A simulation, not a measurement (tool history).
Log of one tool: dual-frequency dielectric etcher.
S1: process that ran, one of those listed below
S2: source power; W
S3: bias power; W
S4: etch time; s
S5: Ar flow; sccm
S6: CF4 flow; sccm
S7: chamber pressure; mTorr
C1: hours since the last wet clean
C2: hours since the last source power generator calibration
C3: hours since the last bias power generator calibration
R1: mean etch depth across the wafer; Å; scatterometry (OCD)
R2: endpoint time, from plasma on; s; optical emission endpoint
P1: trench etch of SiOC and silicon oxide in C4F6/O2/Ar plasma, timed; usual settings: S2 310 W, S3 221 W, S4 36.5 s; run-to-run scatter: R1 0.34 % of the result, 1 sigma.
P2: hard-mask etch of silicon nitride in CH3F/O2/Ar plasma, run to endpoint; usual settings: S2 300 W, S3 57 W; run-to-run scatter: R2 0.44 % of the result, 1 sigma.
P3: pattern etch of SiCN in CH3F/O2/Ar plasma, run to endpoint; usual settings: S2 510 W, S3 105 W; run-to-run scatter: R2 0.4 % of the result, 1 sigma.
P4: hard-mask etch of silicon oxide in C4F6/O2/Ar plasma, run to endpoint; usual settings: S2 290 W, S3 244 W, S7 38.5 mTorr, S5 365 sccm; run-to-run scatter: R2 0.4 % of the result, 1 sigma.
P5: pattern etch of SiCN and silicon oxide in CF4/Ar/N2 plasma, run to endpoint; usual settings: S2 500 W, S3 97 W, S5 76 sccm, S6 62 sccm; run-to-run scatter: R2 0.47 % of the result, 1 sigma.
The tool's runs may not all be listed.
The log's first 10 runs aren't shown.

Run 11, hour 97.9: S1 P4, S2 290 W, S3 315 W, S5 365 sccm, S7 38.5 mTorr; C1 316.2; C2 1490.3; C3 2490.5. Result: R2 83.9650 s.
Run 12, hour 108.1: S1 P1, S2 410 W, S3 287 W, S4 36.5 s; C1 326.4; C2 1500.5; C3 2500.7. Result: R1 856.27 Å.
Run 13, hour 119.7: S1 P1, S2 310 W, S3 281 W, S4 36.5 s; C1 338.0; C2 1512.1; C3 2512.3. Result: R1 765.22 Å.
Run 14, hour 129.3: S1 P4, S2 380 W, S3 244 W, S5 365 sccm, S7 38.5 mTorr; C1 347.6; C2 1521.7; C3 2521.9. Result: R2 82.4850 s.
Run 15, hour 138.5: S1 P2, S2 360 W, S3 57 W; C1 356.8; C2 1530.9; C3 2531.1. Result: R2 88.2990 s.
Run 16, hour 150.0: S1 P1, S2 210 W, S3 221 W, S4 36.5 s; C1 368.3; C2 1542.4; C3 2542.6. Result: R1 607.52 Å.
Run 17, hour 161.7: S1 P1, S2 380 W, S3 221 W, S4 50.0 s; C1 380.0; C2 1554.1; C3 2554.3. Result: R1 1034.30 Å.
Run 18, hour 168.1: S1 P4, S2 290 W, S3 244 W, S5 222 sccm, S7 38.5 mTorr; C1 386.4; C2 1560.5; C3 2560.7. Result: R2 86.0990 s.
At hour 174.4: bias power generator calibrated.
Run 19, hour 179.5: S1 P1, S2 310 W, S3 221 W, S4 27.5 s; C1 397.8; C2 1571.9; C3 5.2. Result: R1 530.15 Å.
Run 20, hour 189.1: S1 P1, S2 310 W, S3 221 W, S4 50.5 s; C1 407.4; C2 1581.5; C3 14.8. Result: R1 965.70 Å.
Run 21, hour 198.3: S1 P1, S2 310 W, S3 174 W, S4 45.5 s; C1 416.6; C2 1590.7; C3 24.0. Result: R1 808.06 Å.
Run 22, hour 207.8: S1 P1, S2 310 W, S3 221 W, S4 36.5 s; C1 426.1; C2 1600.2; C3 33.5. Result: R1 696.65 Å.
Run 23, hour 218.6: S1 P1, S2 310 W, S3 221 W, S4 36.5 s; C1 436.9; C2 1611.0; C3 44.3. Result: R1 699.98 Å.
Run 24, hour 228.3: S1 P5, S2 500 W, S3 97 W, S5 76 sccm, S6 49 sccm; C1 446.6; C2 1620.7; C3 54.0. Result: R2 8.8003 s.
Run 25, hour 238.3: S1 P5, S2 500 W, S3 97 W, S5 44 sccm, S6 62 sccm; C1 456.6; C2 1630.7; C3 64.0. Result: R2 7.9858 s.

Run 26 comes next. What will it give?
Run 26, hour 246.8: S1 P5, S2 370 W, S3 97 W, S5 76 sccm, S6 62 sccm; C1 465.1; C2 1639.2; C3 72.5. Result: R2 ?.

Run 26 gave R2 11.1850 s.
